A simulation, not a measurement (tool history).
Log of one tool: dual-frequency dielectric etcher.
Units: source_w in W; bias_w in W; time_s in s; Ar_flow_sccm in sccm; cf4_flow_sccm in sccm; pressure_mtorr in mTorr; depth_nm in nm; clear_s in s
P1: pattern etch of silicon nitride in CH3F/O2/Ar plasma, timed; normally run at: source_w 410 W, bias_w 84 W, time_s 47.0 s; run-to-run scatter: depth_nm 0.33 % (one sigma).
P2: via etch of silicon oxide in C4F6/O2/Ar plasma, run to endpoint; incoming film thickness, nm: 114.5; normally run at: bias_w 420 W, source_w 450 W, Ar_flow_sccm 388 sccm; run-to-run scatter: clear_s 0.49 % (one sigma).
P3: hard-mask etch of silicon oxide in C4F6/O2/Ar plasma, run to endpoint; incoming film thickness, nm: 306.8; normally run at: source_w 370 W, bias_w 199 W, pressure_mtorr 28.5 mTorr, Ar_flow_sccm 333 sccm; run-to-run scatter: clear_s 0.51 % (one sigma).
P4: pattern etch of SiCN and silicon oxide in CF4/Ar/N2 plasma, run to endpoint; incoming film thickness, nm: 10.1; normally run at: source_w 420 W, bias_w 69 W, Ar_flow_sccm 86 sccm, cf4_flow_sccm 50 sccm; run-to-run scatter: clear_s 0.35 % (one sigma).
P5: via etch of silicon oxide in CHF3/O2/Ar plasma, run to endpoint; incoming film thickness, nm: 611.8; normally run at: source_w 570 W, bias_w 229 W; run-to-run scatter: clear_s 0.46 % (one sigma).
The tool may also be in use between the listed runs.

run	day	process	source_w	bias_w	time_s	Ar_flow_sccm	cf4_flow_sccm	pressure_mtorr	hours since the last wet clean	hours since the last source power generator calibration	hours since the last bias power generator calibration	depth_nm	clear_s
1	0.325	P1	410	84	47.0				133.5	662.2	2453.1	34.441	
2	0.767	P1	410	84	32.5				144.1	672.8	2463.7	23.933	
3	1.433	P1	410	84	69.0				160.1	688.8	2479.7	50.649	
4	2.050	P4	420	69		86	36		174.9	703.6	2494.5		13.710
5	2.488	P2	450	287		388			185.4	714.1	2505.0		29.401
6	3.208	P4	420	69		52	50		202.7	731.4	2522.3		12.053
7	3.692	P2	450	420		317			214.3	743.0	2533.9		25.088
8	4.321	P1	410	84	47.0				229.4	758.1	2549.0	34.403	
9	4.817	P1	330	84	47.0				241.3	770.0	2560.9	31.766	
10	5.521	P4	420	46		86	50		258.2	786.9	2577.8		14.728
11	6.188	P5	570	229					274.2	802.9	2593.8		289.830
12	6.917	P4	560	69		86	50		291.7	820.4	2611.3		10.075
# day 7.154: wet clean of the chamber
13	7.533	P3	230	199		333		28.5	9.1	835.2	2626.1		115.990
14	8.008	P5	570	170					20.5	846.6	2637.5		325.140
15	8.712	P1	540	84	47.0				37.4	863.5	2654.4	38.484	
16	9.258	P2	320	420		388			50.5	876.6	2667.5		29.504
17	9.692	P1	410	84	47.0				60.9	887.0	2677.9	34.505	
18	10.242	P1	410	68	47.0				74.1	900.2	2691.1	32.015	
19	10.804	P3	370	278		333		28.5	87.6	913.7	2704.6		86.804
20	11.312	P1	410	84	47.0				99.8	925.9	2716.8	34.404	
21	11.821	P1	410	84	47.0				112.0	938.1	2729.0	34.448	
22	12.450	P3	370	199		333		28.5	127.1	953.2	2744.1		97.274
23	12.925	P1	410	109	47.0				138.5	964.6	2755.5	37.894	
24	13.333	P5	780	229					148.3	974.4	2765.3		259.580
25	13.992	P2	450	420		388			164.1	990.2	2781.1		25.854
26	14.375	P3	370	199		333		28.5	173.3	999.4	2790.3		95.440
27	14.933	P5	570	229					186.7	1012.8	2803.7		293.300
28	15.621	P4	420	69		86	50		203.2	1029.3	2820.2		12.852
29	16.021	P3	370	199		333		35.5	212.8	1038.9	2829.8		99.299
30	16.667	P3	370	199		234		28.5	228.3	1054.4	2845.3		93.493
31	17.204	P1	410	84	47.0				241.2	1067.3	2858.2	34.333	
32	17.829	P4	420	69		86	50		256.2	1082.3	2873.2		13.058
33	18.167	P1	410	105	27.5				264.3	1090.4	2881.3	21.782	
34	18.504	P1	410	84	47.0				272.4	1098.5	2889.4	34.414	
35	19.208	P1	410	84	47.0				289.3	1115.4	2906.3	34.737	
36	19.733	P1	410	84	47.0				301.9	1128.0	2918.9	34.932	
37	20.388	P1	410	84	47.0				317.6	1143.7	2934.6	34.801	
38	20.900	P1	410	84	47.0				329.9	1156.0	2946.9	34.955	
# day 20.954: wet clean of the chamber
39	21.575	P1	410	84	47.0				15.0	1172.2	2963.1	34.968	
40	22.300	P1	410	84	47.0				32.4	1189.6	2980.5	35.041	
41	22.767	P1	410	84	47.0				43.6	1200.8	2991.7	34.862	
42	23.225	P1	410	84	47.0				54.6	1211.8	3002.7	34.986	
43	23.600	P1	410	84	47.0				63.6	1220.8	3011.7	34.900	

What P1 gives has crept away from where it was. These 2 causes fit the log equally well, each at the size given:
A: bias power that arrives over what is set, % = 4.81
B: source power that arrives over what is set, % = 4.54
The creep began at about day 18.504.
Why every other cause is out:
chamber walls in a state that raises the etch rate, %: serviced at day 20.954, which brought nothing back

4 check runs are offered, each on 2 wafers whose results are averaged, their results left as question marks. Which one tells the causes apart?
check 1	23.975	P3	370	199		333		28.5					?
check 2	23.975	P2	450	420		388							?
check 3	23.975	P4	420	69		86	50						?
check 4	23.975	P5	570	229									?

What each check would give under each cause:
check	result	if A	if B
check 1	clear_s	95.416	95.239
check 2	clear_s	25.379	25.392
check 3	clear_s	12.753	12.467
check 4	clear_s	287.420	287.400
How far apart the two closest causes lie, in the result that separates them most: check 1 0.19 %; check 2 0.05 %; check 3 2.27 %; check 4 0.01 %
Check 3 tells the causes apart: in the others they would give nearly the same result.

Then check 3 was run and gave: clear_s 12.433 s. Which cause is it?

It is B: source power that arrives over what is set, %.
